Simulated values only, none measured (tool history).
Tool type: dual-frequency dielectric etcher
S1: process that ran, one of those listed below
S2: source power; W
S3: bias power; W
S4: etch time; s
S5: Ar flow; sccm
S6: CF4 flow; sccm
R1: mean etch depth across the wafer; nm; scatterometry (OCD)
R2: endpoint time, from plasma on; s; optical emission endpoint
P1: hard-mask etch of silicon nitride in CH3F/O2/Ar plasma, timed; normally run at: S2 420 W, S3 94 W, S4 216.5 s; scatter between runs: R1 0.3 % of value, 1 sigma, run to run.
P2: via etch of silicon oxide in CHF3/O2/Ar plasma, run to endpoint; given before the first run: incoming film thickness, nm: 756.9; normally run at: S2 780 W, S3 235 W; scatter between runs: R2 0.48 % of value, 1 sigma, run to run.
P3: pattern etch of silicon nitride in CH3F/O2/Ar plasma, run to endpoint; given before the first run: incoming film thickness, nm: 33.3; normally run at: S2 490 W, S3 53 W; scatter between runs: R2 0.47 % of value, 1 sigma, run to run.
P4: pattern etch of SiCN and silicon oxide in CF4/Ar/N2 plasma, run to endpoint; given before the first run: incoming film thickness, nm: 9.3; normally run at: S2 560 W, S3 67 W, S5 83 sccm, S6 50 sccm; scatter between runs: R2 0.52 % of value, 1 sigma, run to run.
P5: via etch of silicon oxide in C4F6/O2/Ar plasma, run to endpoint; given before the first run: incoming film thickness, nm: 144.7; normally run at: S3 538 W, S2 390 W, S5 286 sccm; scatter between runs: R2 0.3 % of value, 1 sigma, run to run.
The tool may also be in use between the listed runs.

{"run": 1, "hour": 7.1, "S1": "P1", "S2": 420, "S3": 94, "S4": 216.5, "R1": 158.62}
{"run": 2, "hour": 14.6, "S1": "P4", "S2": 560, "S3": 39, "S5": 83, "S6": 50, "R2": 11.084}
{"run": 3, "hour": 21.4, "S1": "P4", "S2": 560, "S3": 67, "S5": 83, "S6": 50, "R2": 9.3157}
{"run": 4, "hour": 30.1, "S1": "P1", "S2": 290, "S3": 94, "S4": 216.5, "R1": 137.66}
{"run": 5, "hour": 37.2, "S1": "P1", "S2": 590, "S3": 94, "S4": 216.5, "R1": 178.98}
{"run": 6, "hour": 43.9, "S1": "P2", "S2": 780, "S3": 235, "R2": 311.45}
{"run": 7, "hour": 52.4, "S1": "P1", "S2": 420, "S3": 94, "S4": 266.5, "R1": 193.68}
{"run": 8, "hour": 59.1, "S1": "P5", "S2": 390, "S3": 538, "S5": 286, "R2": 30.879}
{"run": 9, "hour": 69.1, "S1": "P3", "S2": 490, "S3": 53, "R2": 49.968}
{"run": 10, "hour": 79.8, "S1": "P2", "S2": 780, "S3": 136, "R2": 377.09}
{"hour": 88.1, "done": "bias power generator calibrated"}
{"run": 11, "hour": 89.3, "S1": "P5", "S2": 480, "S3": 538, "S5": 286, "R2": 28.756}
{"run": 12, "hour": 99.1, "S1": "P3", "S2": 490, "S3": 53, "R2": 49.625}
{"run": 13, "hour": 105.9, "S1": "P1", "S2": 420, "S3": 94, "S4": 216.5, "R1": 158.06}
{"run": 14, "hour": 113.1, "S1": "P5", "S2": 390, "S3": 538, "S5": 286, "R2": 30.979}
{"run": 15, "hour": 121.4, "S1": "P2", "S2": 980, "S3": 235, "R2": 288.64}
{"run": 16, "hour": 130.1, "S1": "P3", "S2": 660, "S3": 53, "R2": 44.777}
{"run": 17, "hour": 139.9, "S1": "P5", "S2": 390, "S3": 652, "S5": 286, "R2": 28.739}
{"run": 18, "hour": 146.3, "S1": "P4", "S2": 750, "S3": 67, "S5": 83, "S6": 50, "R2": 7.2138}
{"run": 19, "hour": 156.4, "S1": "P1", "S2": 420, "S3": 94, "S4": 216.5, "R1": 158.15}
{"run": 20, "hour": 164.7, "S1": "P1", "S2": 420, "S3": 129, "S4": 216.5, "R1": 177.29}
{"run": 21, "hour": 169.5, "S1": "P4", "S2": 560, "S3": 67, "S5": 117, "S6": 50, "R2": 9.9353}
{"run": 22, "hour": 176.3, "S1": "P3", "S2": 490, "S3": 63, "R2": 47.396}
{"run": 23, "hour": 183.5, "S1": "P1", "S2": 420, "S3": 94, "S4": 216.5, "R1": 156.76}
{"run": 24, "hour": 191.1, "S1": "P4", "S2": 560, "S3": 67, "S5": 83, "S6": 70, "R2": 8.7781}
{"run": 25, "hour": 197.0, "S1": "P1", "S2": 420, "S3": 68, "S4": 216.5, "R1": 141.18}
{"run": 26, "hour": 206.9, "S1": "P1", "S2": 420, "S3": 94, "S4": 132.5, "R1": 96.448}
{"run": 27, "hour": 214.7, "S1": "P1", "S2": 550, "S3": 68, "S4": 216.5, "R1": 156.05}
{"run": 28, "hour": 222.1, "S1": "P5", "S2": 390, "S3": 538, "S5": 177, "R2": 29.341}
{"run": 29, "hour": 232.7, "S1": "P1", "S2": 420, "S3": 94, "S4": 216.5, "R1": 158.14}
{"run": 30, "hour": 238.0, "S1": "P1", "S2": 420, "S3": 94, "S4": 216.5, "R1": 157.01}
{"run": 31, "hour": 248.5, "S1": "P1", "S2": 420, "S3": 94, "S4": 216.5, "R1": 156.36}
{"run": 32, "hour": 257.8, "S1": "P1", "S2": 420, "S3": 94, "S4": 216.5, "R1": 156.26}
{"run": 33, "hour": 267.6, "S1": "P1", "S2": 420, "S3": 94, "S4": 216.5, "R1": 156.55}
{"hour": 273.9, "done": "wet clean of the chamber"}
{"run": 34, "hour": 277.8, "S1": "P1", "S2": 420, "S3": 94, "S4": 216.5, "R1": 155.49}

For run 35, what comes out?
{"run": 35, "hour": 285.4, "S1": "P1", "S2": 420, "S3": 94, "S4": 216.5, "R1": "?"}

{"run 35": {"R1": 155.23}}

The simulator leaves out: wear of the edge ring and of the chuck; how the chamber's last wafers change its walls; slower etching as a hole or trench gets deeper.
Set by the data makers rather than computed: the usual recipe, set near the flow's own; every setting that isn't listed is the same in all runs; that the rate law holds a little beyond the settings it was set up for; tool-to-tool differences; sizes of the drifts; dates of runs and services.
